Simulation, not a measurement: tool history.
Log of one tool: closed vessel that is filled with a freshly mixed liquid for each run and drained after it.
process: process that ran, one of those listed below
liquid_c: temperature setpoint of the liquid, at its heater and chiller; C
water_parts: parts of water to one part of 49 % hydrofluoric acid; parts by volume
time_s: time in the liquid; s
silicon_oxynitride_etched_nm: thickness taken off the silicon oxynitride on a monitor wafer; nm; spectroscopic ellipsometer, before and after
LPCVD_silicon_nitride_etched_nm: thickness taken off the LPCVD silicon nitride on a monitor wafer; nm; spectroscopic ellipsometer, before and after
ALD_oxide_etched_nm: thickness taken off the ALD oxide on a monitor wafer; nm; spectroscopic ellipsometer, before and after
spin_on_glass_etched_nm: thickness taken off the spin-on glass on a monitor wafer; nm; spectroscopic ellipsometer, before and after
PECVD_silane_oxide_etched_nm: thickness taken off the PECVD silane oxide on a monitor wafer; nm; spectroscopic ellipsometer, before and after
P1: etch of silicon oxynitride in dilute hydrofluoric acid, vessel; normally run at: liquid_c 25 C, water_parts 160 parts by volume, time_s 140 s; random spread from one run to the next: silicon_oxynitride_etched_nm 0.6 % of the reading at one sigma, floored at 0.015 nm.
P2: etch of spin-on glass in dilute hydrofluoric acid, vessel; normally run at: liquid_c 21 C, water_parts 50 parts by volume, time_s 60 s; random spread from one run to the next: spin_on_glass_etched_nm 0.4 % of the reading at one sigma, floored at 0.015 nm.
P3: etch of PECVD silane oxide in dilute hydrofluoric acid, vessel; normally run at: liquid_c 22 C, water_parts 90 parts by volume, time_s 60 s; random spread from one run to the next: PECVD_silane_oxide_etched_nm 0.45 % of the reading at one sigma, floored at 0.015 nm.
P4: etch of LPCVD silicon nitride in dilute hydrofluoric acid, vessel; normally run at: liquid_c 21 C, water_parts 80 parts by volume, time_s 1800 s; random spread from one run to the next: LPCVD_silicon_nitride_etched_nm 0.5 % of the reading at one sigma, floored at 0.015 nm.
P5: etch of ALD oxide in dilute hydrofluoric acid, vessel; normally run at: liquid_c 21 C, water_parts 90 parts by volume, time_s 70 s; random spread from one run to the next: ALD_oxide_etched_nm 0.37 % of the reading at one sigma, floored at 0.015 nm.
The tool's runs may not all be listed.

run   hour  process  liquid_c  water_parts  time_s  silicon_oxynitride_etched_nm  LPCVD_silicon_nitride_etched_nm  ALD_oxide_etched_nm  spin_on_glass_etched_nm  PECVD_silane_oxide_etched_nm
  1    9.1       P1        25          160     140                        4.0293
  2   16.8       P4        21           80    1800                                                         7.7444
  3     26       P4        21           80    3445                                                         14.872
  4   35.9       P5        21           45      70                                                                              33.302
  5   48.8       P2        17           50      60                                                                                                       27.016
  6   60.2       P2        21           50      30                                                                                                       16.048
  7   69.4       P5        21           90     125                                                                              27.888
  8   79.2       P1        25          160     140                        4.0371
  9   90.1       P1        25          160     140                         4.062
 10  101.7       P3        30           90      60                                                                                                                                     32.852
 11  109.4       P1      19.5          160     140                        3.1441
 12  119.1       P1        33          160     140                        5.7376
 13  129.7       P2        21           50      60                                                                                                       32.061
 14  141.6       P5        21           90      70                                                                              15.632
 15  147.4       P2        21           50      60                                                                                                       32.102
 16  157.5       P1        25          160     140                        4.0893
 17  165.8       P1        25          160      45                         1.275
 18    173       P3        22           90      60                                                                                                                                     24.145
 19    179       P3        22           45      60                                                                                                                                     50.672
     181.2  -- thermometer replaced
 20  186.4       P4        21           30    1800                                                         20.124
 21  194.8       P3        22           90      30                                                                                                                                     12.062
 22  202.1       P1        25           70     140                        9.9479
 23  211.1       P4        21           80    1800                                                          7.709
 24  222.7       P1        25          160     140                        4.0122
 25    230       P5        17           90      70                                                                              13.198
 26  241.3       P1        25          160     205                        5.9135
 27  247.4       P1        25          160     140                        4.0341
 28  260.6       P2        21           70      60                                                                                                       22.401
 29  266.8       P1        32           65     140                        14.801
 30  278.8       P1        25          260     140                        2.2916
 31  290.8       P4        17           80    1800                                                         5.9061
 32    302       P1        25          160     140                        3.9989
 33  307.7       P1        25          160     140                        3.9641
 34  317.3       P1        25          160     140                        3.8281
 35    330       P1        25          160     140                        3.7113
 36  341.6       P1        25          160     140                        3.7211
 37  354.8       P1        25          160     140                        3.6413
 38  362.1       P1        25          160     140                        3.7154
 39  368.9       P1        25          160     140                        3.7086

Something has made what P1 gives creep away from where it was; the 2 causes below, each at its own stated size, fit the log equally well:
A: hydrofluoric acid flow below the setpoint (%) = 7.68
B: liquid colder than its thermometer reads (K) = 1.99
At approximately hour 302, the process output began to creep.

Which of the 4 check runs listed below separates the causes, so that each cause would produce a clearly different result? Each run uses one wafer, and its results are marked with question marks.
check 1  375.7       P2        21           50      60                                                                                                            ?
check 2  375.7       P4        21           80    1800                                                              ?
check 3  375.7       P5        21           90      70                                                                                   ?
check 4  375.7       P3        22           90      60                                                                                                                                          ?

Outcome of each check run for each possible cause:
  check                           result    if A    if B
check 1          spin_on_glass_etched_nm    29.5  29.515
check 2  LPCVD_silicon_nitride_etched_nm  7.1649   6.759
check 3              ALD_oxide_etched_nm  14.322  14.413
check 4     PECVD_silane_oxide_etched_nm   22.06  22.221
Separation of the two closest causes in each check, using whichever result separates them best: check 1 0.05 %; check 2 5.83 %; check 3 0.63 %; check 4 0.72 %
The other checks would show nearly matching results whichever cause is true, so check 2 is the only one that separates the causes.

Running check 2 produced the following: LPCVD_silicon_nitride_etched_nm 7.1702 nm. Which one of the listed causes fits?

A is the cause: hydrofluoric acid flow below the setpoint (%).

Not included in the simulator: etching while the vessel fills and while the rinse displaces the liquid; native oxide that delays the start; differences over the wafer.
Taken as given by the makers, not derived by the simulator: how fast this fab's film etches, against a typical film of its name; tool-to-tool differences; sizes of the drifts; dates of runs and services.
